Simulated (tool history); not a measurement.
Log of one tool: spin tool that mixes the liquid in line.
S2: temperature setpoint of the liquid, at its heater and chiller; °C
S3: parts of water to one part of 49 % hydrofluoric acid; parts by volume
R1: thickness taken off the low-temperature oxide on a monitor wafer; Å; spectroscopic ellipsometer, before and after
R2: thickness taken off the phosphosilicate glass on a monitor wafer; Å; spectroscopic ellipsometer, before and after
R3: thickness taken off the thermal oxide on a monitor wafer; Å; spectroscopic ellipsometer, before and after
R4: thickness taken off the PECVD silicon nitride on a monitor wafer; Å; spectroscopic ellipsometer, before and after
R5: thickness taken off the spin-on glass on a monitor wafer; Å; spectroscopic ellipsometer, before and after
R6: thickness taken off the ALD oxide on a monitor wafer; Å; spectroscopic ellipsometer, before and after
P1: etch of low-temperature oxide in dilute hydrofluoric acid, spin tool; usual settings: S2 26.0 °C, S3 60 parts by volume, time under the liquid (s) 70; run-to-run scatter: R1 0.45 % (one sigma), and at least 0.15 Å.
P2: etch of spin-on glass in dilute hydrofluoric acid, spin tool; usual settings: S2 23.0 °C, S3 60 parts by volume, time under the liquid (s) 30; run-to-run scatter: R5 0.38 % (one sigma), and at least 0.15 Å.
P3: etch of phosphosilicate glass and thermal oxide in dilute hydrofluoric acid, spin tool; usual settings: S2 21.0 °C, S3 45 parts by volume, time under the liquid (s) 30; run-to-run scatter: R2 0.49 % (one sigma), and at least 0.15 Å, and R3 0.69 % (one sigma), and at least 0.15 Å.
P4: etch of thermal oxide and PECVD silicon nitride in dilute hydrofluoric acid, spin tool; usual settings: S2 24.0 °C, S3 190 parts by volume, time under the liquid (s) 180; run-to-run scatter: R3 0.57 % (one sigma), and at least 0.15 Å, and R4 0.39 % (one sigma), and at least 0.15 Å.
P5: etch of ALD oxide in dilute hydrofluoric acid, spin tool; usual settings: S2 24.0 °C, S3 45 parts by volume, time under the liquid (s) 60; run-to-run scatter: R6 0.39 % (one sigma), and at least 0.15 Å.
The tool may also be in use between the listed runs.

{"run": 1, "hour": 17.5, "process that ran": "P1", "S2": 26.0, "S3": 60, "time under the liquid (s)": 70, "R1": 291.53}
{"run": 2, "hour": 25.9, "process that ran": "P1", "S2": 26.0, "S3": 60, "time under the liquid (s)": 130, "R1": 536.57}
{"run": 3, "hour": 41.4, "process that ran": "P3", "S2": 21.0, "S3": 45, "time under the liquid (s)": 30, "R2": 845.88, "R3": 30.169}
{"run": 4, "hour": 53.5, "process that ran": "P4", "S2": 32.0, "S3": 190, "time under the liquid (s)": 180, "R3": 56.6, "R4": 82.83}
{"run": 5, "hour": 67.7, "process that ran": "P3", "S2": 21.0, "S3": 30, "time under the liquid (s)": 30, "R2": 1299.7, "R3": 46.681}
{"run": 6, "hour": 75.5, "process that ran": "P2", "S2": 23.0, "S3": 60, "time under the liquid (s)": 30, "R5": 298.42}
{"run": 7, "hour": 83.5, "process that ran": "P2", "S2": 30.0, "S3": 60, "time under the liquid (s)": 30, "R5": 396.97}
{"run": 8, "hour": 92.7, "process that ran": "P5", "S2": 24.0, "S3": 45, "time under the liquid (s)": 95, "R6": 742.19}
{"run": 9, "hour": 103.7, "process that ran": "P2", "S2": 23.0, "S3": 60, "time under the liquid (s)": 15, "R5": 149.05}
{"run": 10, "hour": 111.7, "process that ran": "P1", "S2": 33.5, "S3": 60, "time under the liquid (s)": 70, "R1": 390.24}
{"run": 11, "hour": 121.1, "process that ran": "P1", "S2": 26.0, "S3": 60, "time under the liquid (s)": 70, "R1": 290.94}
{"run": 12, "hour": 133.8, "process that ran": "P1", "S2": 19.5, "S3": 60, "time under the liquid (s)": 70, "R1": 223.25}
{"run": 13, "hour": 146.8, "process that ran": "P4", "S2": 24.0, "S3": 190, "time under the liquid (s)": 180, "R3": 42.833, "R4": 50.907}
{"run": 14, "hour": 163.2, "process that ran": "P5", "S2": 24.0, "S3": 75, "time under the liquid (s)": 60, "R6": 270.06}
{"run": 15, "hour": 181.1, "process that ran": "P1", "S2": 26.0, "S3": 95, "time under the liquid (s)": 20, "R1": 49.801}
{"run": 16, "hour": 198.0, "process that ran": "P1", "S2": 26.0, "S3": 35, "time under the liquid (s)": 70, "R1": 517.51}
{"run": 17, "hour": 211.8, "process that ran": "P3", "S2": 21.0, "S3": 45, "time under the liquid (s)": 30, "R2": 855.12, "R3": 30.03}
{"run": 18, "hour": 226.3, "process that ran": "P1", "S2": 26.0, "S3": 60, "time under the liquid (s)": 70, "R1": 291.79}
{"run": 19, "hour": 240.3, "process that ran": "P5", "S2": 24.0, "S3": 45, "time under the liquid (s)": 60, "R6": 469.69}
{"run": 20, "hour": 258.1, "process that ran": "P2", "S2": 23.0, "S3": 85, "time under the liquid (s)": 30, "R5": 205.11}
{"run": 21, "hour": 274.2, "process that ran": "P4", "S2": 24.0, "S3": 285, "time under the liquid (s)": 180, "R3": 25.43, "R4": 34.007}
{"run": 22, "hour": 285.5, "process that ran": "P1", "S2": 26.0, "S3": 60, "time under the liquid (s)": 15, "R1": 62.76}
{"run": 23, "hour": 294.3, "process that ran": "P3", "S2": 21.0, "S3": 45, "time under the liquid (s)": 60, "R2": 1718.2, "R3": 60.777}
{"run": 24, "hour": 311.4, "process that ran": "P3", "S2": 26.0, "S3": 45, "time under the liquid (s)": 30, "R2": 1052.5, "R3": 37.474}
{"run": 25, "hour": 321.9, "process that ran": "P5", "S2": 30.5, "S3": 45, "time under the liquid (s)": 60, "R6": 606.75}
{"run": 26, "hour": 337.6, "process that ran": "P1", "S2": 26.0, "S3": 60, "time under the liquid (s)": 70, "R1": 291.92}
{"run": 27, "hour": 355.8, "process that ran": "P4", "S2": 24.0, "S3": 190, "time under the liquid (s)": 60, "R3": 14.346, "R4": 17.048}
{"run": 28, "hour": 373.1, "process that ran": "P4", "S2": 24.0, "S3": 190, "time under the liquid (s)": 180, "R3": 42.664, "R4": 51.049}
{"run": 29, "hour": 383.5, "process that ran": "P1", "S2": 26.0, "S3": 85, "time under the liquid (s)": 70, "R1": 200.69}
{"run": 30, "hour": 400.8, "process that ran": "P1", "S2": 26.0, "S3": 60, "time under the liquid (s)": 70, "R1": 292.65}
{"run": 31, "hour": 418.3, "process that ran": "P1", "S2": 26.0, "S3": 60, "time under the liquid (s)": 70, "R1": 280.76}
{"run": 32, "hour": 426.7, "process that ran": "P1", "S2": 26.0, "S3": 60, "time under the liquid (s)": 70, "R1": 274.38}
{"run": 33, "hour": 444.1, "process that ran": "P1", "S2": 26.0, "S3": 60, "time under the liquid (s)": 70, "R1": 270.36}
{"run": 34, "hour": 455.5, "process that ran": "P1", "S2": 26.0, "S3": 60, "time under the liquid (s)": 70, "R1": 268.31}
{"run": 35, "hour": 470.7, "process that ran": "P1", "S2": 26.0, "S3": 60, "time under the liquid (s)": 70, "R1": 267.01}
{"run": 36, "hour": 482.4, "process that ran": "P1", "S2": 26.0, "S3": 60, "time under the liquid (s)": 70, "R1": 264.69}
{"run": 37, "hour": 499.1, "process that ran": "P1", "S2": 26.0, "S3": 60, "time under the liquid (s)": 70, "R1": 264.26}
{"run": 38, "hour": 506.9, "process that ran": "P1", "S2": 26.0, "S3": 60, "time under the liquid (s)": 70, "R1": 264.63}
{"run": 39, "hour": 521.8, "process that ran": "P1", "S2": 26.0, "S3": 60, "time under the liquid (s)": 70, "R1": 263.19}

What P1 gives has crept away from where it was. These 2 causes fit the log equally well, each at the size given:
A: liquid colder than its thermometer reads (K) = 2.45
B: hydrofluoric acid flow below the setpoint (%) = 8.72
The creep began at about hour 400.8.

4 check runs are offered, one wafer each, their results left as question marks. Which one tells the causes apart?
{"run": "check 1", "hour": 536.7, "process that ran": "P4", "S2": 24.0, "S3": 190, "time under the liquid (s)": 180, "R3": "?", "R4": "?"}
{"run": "check 2", "hour": 536.7, "process that ran": "P2", "S2": 23.0, "S3": 60, "time under the liquid (s)": 30, "R5": "?"}
{"run": "check 3", "hour": 536.7, "process that ran": "P3", "S2": 21.0, "S3": 45, "time under the liquid (s)": 30, "R2": "?", "R3": "?"}
{"run": "check 4", "hour": 536.7, "process that ran": "P5", "S2": 24.0, "S3": 45, "time under the liquid (s)": 60, "R6": "?"}

What each check would give under each cause:
check=check_1 result=R3 if_A=38.742 if_B=38.036
check=check_1 result=R4 if_A=43.304 if_B=46.304
check=check_2 result=R5 if_A=269.76 if_B=270.67
check=check_3 result=R2 if_A=767.82 if_B=774.02
check=check_3 result=R3 if_A=27.388 if_B=27.609
check=check_4 result=R6 if_A=422.88 if_B=425.10
How far apart the two closest causes lie, in the result that separates them most: check 1 6.7 %; check 2 0.34 %; check 3 0.8 %; check 4 0.52 %
Check 1 tells the causes apart: in the others they would give nearly the same result.

Then check 1 was run and gave: R3 37.881 Å; R4 46.684 Å. Which cause is it?

It is B: hydrofluoric acid flow below the setpoint (%).

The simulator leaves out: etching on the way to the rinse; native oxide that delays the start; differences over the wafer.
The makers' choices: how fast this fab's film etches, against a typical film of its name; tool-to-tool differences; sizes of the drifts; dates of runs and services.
